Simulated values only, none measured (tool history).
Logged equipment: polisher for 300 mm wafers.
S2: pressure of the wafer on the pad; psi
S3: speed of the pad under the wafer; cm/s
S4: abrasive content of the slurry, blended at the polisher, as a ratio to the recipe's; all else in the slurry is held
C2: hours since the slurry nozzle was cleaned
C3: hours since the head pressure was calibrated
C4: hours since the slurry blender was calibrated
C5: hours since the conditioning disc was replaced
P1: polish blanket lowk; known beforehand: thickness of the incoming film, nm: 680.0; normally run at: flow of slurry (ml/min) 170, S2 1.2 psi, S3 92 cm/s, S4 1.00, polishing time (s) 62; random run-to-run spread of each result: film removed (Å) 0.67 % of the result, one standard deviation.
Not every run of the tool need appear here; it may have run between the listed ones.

{"run": 1, "day": 0.738, "flow of slurry (ml/min)": 170, "S2": 1.2, "S3": 92, "S4": 1.0, "polishing time (s)": 62, "wafers polished on this pad": 409, "C2": 579.0, "C3": 297.3, "C4": 287.3, "C5": 193.1, "film removed (Å)": 124.88}
{"run": 2, "day": 1.088, "flow of slurry (ml/min)": 170, "S2": 1.2, "S3": 92, "S4": 0.8, "polishing time (s)": 62, "wafers polished on this pad": 492, "C2": 587.4, "C3": 305.7, "C4": 295.7, "C5": 201.5, "film removed (Å)": 111.01}
{"run": 3, "day": 1.546, "flow of slurry (ml/min)": 170, "S2": 0.9, "S3": 92, "S4": 1.0, "polishing time (s)": 62, "wafers polished on this pad": 601, "C2": 598.4, "C3": 316.7, "C4": 306.7, "C5": 212.5, "film removed (Å)": 92.986}
{"day": 1.758, "done": "worn pad replaced by a new one"}
{"run": 4, "day": 2.054, "flow of slurry (ml/min)": 170, "S2": 1.2, "S3": 44, "S4": 1.0, "polishing time (s)": 62, "wafers polished on this pad": 71, "C2": 610.6, "C3": 328.9, "C4": 318.9, "C5": 224.7, "film removed (Å)": 68.911}
{"run": 5, "day": 2.604, "flow of slurry (ml/min)": 170, "S2": 1.2, "S3": 92, "S4": 1.45, "polishing time (s)": 62, "wafers polished on this pad": 201, "C2": 623.8, "C3": 342.1, "C4": 332.1, "C5": 237.9, "film removed (Å)": 142.07}
{"run": 6, "day": 2.954, "flow of slurry (ml/min)": 170, "S2": 1.6, "S3": 92, "S4": 1.0, "polishing time (s)": 62, "wafers polished on this pad": 284, "C2": 632.2, "C3": 350.5, "C4": 340.5, "C5": 246.3, "film removed (Å)": 167.53}
{"run": 7, "day": 3.662, "flow of slurry (ml/min)": 170, "S2": 1.7, "S3": 92, "S4": 1.2, "polishing time (s)": 62, "wafers polished on this pad": 452, "C2": 649.2, "C3": 367.5, "C4": 357.5, "C5": 263.3, "film removed (Å)": 189.6}
{"run": 8, "day": 4.138, "flow of slurry (ml/min)": 170, "S2": 1.2, "S3": 92, "S4": 1.0, "polishing time (s)": 62, "wafers polished on this pad": 565, "C2": 660.6, "C3": 378.9, "C4": 368.9, "C5": 274.7, "film removed (Å)": 123.39}
{"run": 9, "day": 4.842, "flow of slurry (ml/min)": 170, "S2": 1.2, "S3": 92, "S4": 1.0, "polishing time (s)": 62, "wafers polished on this pad": 732, "C2": 677.5, "C3": 395.8, "C4": 385.8, "C5": 291.6, "film removed (Å)": 123.72}
{"run": 10, "day": 5.575, "flow of slurry (ml/min)": 170, "S2": 1.2, "S3": 92, "S4": 1.0, "polishing time (s)": 62, "wafers polished on this pad": 906, "C2": 695.1, "C3": 413.4, "C4": 403.4, "C5": 309.2, "film removed (Å)": 123.25}
{"run": 11, "day": 6.221, "flow of slurry (ml/min)": 170, "S2": 1.2, "S3": 92, "S4": 1.0, "polishing time (s)": 87, "wafers polished on this pad": 1059, "C2": 710.6, "C3": 428.9, "C4": 418.9, "C5": 324.7, "film removed (Å)": 174.27}
{"run": 12, "day": 6.7, "flow of slurry (ml/min)": 260, "S2": 1.2, "S3": 92, "S4": 1.0, "polishing time (s)": 62, "wafers polished on this pad": 1173, "C2": 722.1, "C3": 440.4, "C4": 430.4, "C5": 336.2, "film removed (Å)": 131.13}
{"run": 13, "day": 7.088, "flow of slurry (ml/min)": 170, "S2": 1.2, "S3": 92, "S4": 1.0, "polishing time (s)": 62, "wafers polished on this pad": 1265, "C2": 731.4, "C3": 449.7, "C4": 439.7, "C5": 345.5, "film removed (Å)": 125.47}
{"run": 14, "day": 7.625, "flow of slurry (ml/min)": 170, "S2": 1.2, "S3": 92, "S4": 1.0, "polishing time (s)": 62, "wafers polished on this pad": 1393, "C2": 744.3, "C3": 462.6, "C4": 452.6, "C5": 358.4, "film removed (Å)": 123.73}
{"run": 15, "day": 8.208, "flow of slurry (ml/min)": 100, "S2": 1.2, "S3": 92, "S4": 1.0, "polishing time (s)": 62, "wafers polished on this pad": 1531, "C2": 758.3, "C3": 476.6, "C4": 466.6, "C5": 372.4, "film removed (Å)": 112.01}
{"run": 16, "day": 8.729, "flow of slurry (ml/min)": 170, "S2": 1.2, "S3": 124, "S4": 1.0, "polishing time (s)": 62, "wafers polished on this pad": 1655, "C2": 770.8, "C3": 489.1, "C4": 479.1, "C5": 384.9, "film removed (Å)": 154.77}
{"run": 17, "day": 9.079, "flow of slurry (ml/min)": 170, "S2": 1.2, "S3": 92, "S4": 1.0, "polishing time (s)": 30, "wafers polished on this pad": 1738, "C2": 779.2, "C3": 497.5, "C4": 487.5, "C5": 393.3, "film removed (Å)": 59.613}
{"run": 18, "day": 9.412, "flow of slurry (ml/min)": 170, "S2": 1.2, "S3": 92, "S4": 1.0, "polishing time (s)": 62, "wafers polished on this pad": 1817, "C2": 787.2, "C3": 505.5, "C4": 495.5, "C5": 401.3, "film removed (Å)": 123.35}
{"run": 19, "day": 9.808, "flow of slurry (ml/min)": 170, "S2": 1.2, "S3": 92, "S4": 1.0, "polishing time (s)": 62, "wafers polished on this pad": 1911, "C2": 796.7, "C3": 515.0, "C4": 505.0, "C5": 410.8, "film removed (Å)": 121.32}
{"run": 20, "day": 10.454, "flow of slurry (ml/min)": 170, "S2": 1.2, "S3": 92, "S4": 1.0, "polishing time (s)": 62, "wafers polished on this pad": 2064, "C2": 812.2, "C3": 530.5, "C4": 520.5, "C5": 426.3, "film removed (Å)": 119.85}
{"run": 21, "day": 10.846, "flow of slurry (ml/min)": 170, "S2": 1.2, "S3": 92, "S4": 1.0, "polishing time (s)": 62, "wafers polished on this pad": 2157, "C2": 821.6, "C3": 539.9, "C4": 529.9, "C5": 435.7, "film removed (Å)": 117.23}
{"run": 22, "day": 11.238, "flow of slurry (ml/min)": 170, "S2": 1.2, "S3": 92, "S4": 1.0, "polishing time (s)": 62, "wafers polished on this pad": 2250, "C2": 831.0, "C3": 549.3, "C4": 539.3, "C5": 445.1, "film removed (Å)": 116.44}
{"day": 11.6, "done": "conditioning disc replaced and pad reconditioned"}
{"run": 23, "day": 11.812, "flow of slurry (ml/min)": 170, "S2": 1.2, "S3": 92, "S4": 1.0, "polishing time (s)": 62, "wafers polished on this pad": 2387, "C2": 844.8, "C3": 563.1, "C4": 553.1, "C5": 5.1, "film removed (Å)": 115.29}
{"run": 24, "day": 12.217, "flow of slurry (ml/min)": 170, "S2": 1.2, "S3": 92, "S4": 1.0, "polishing time (s)": 62, "wafers polished on this pad": 2483, "C2": 854.5, "C3": 572.8, "C4": 562.8, "C5": 14.8, "film removed (Å)": 115.33}
{"run": 25, "day": 12.867, "flow of slurry (ml/min)": 170, "S2": 1.2, "S3": 92, "S4": 1.0, "polishing time (s)": 62, "wafers polished on this pad": 2637, "C2": 870.1, "C3": 588.4, "C4": 578.4, "C5": 30.4, "film removed (Å)": 114.0}
{"day": 13.004, "done": "head pressure recalibrated"}
{"day": 13.038, "done": "worn pad replaced by a new one"}
{"run": 26, "day": 13.6, "flow of slurry (ml/min)": 170, "S2": 1.2, "S3": 92, "S4": 1.0, "polishing time (s)": 62, "wafers polished on this pad": 133, "C2": 887.7, "C3": 14.4, "C4": 596.0, "C5": 48.0, "film removed (Å)": 113.87}
{"run": 27, "day": 14.3, "flow of slurry (ml/min)": 170, "S2": 1.2, "S3": 92, "S4": 1.0, "polishing time (s)": 62, "wafers polished on this pad": 299, "C2": 904.5, "C3": 31.2, "C4": 612.8, "C5": 64.8, "film removed (Å)": 112.87}
{"run": 28, "day": 14.817, "flow of slurry (ml/min)": 170, "S2": 1.2, "S3": 92, "S4": 1.0, "polishing time (s)": 62, "wafers polished on this pad": 422, "C2": 916.9, "C3": 43.6, "C4": 625.2, "C5": 77.2, "film removed (Å)": 113.32}

Estimate the outcome of run 29 from the log above:
{"run": 29, "day": 15.446, "flow of slurry (ml/min)": 170, "S2": 1.2, "S3": 92, "S4": 1.0, "polishing time (s)": 62, "wafers polished on this pad": 571, "C2": 932.0, "C3": 58.7, "C4": 640.3, "C5": 92.3, "film removed (Å)": "?"}

film removed (Å): 112.810

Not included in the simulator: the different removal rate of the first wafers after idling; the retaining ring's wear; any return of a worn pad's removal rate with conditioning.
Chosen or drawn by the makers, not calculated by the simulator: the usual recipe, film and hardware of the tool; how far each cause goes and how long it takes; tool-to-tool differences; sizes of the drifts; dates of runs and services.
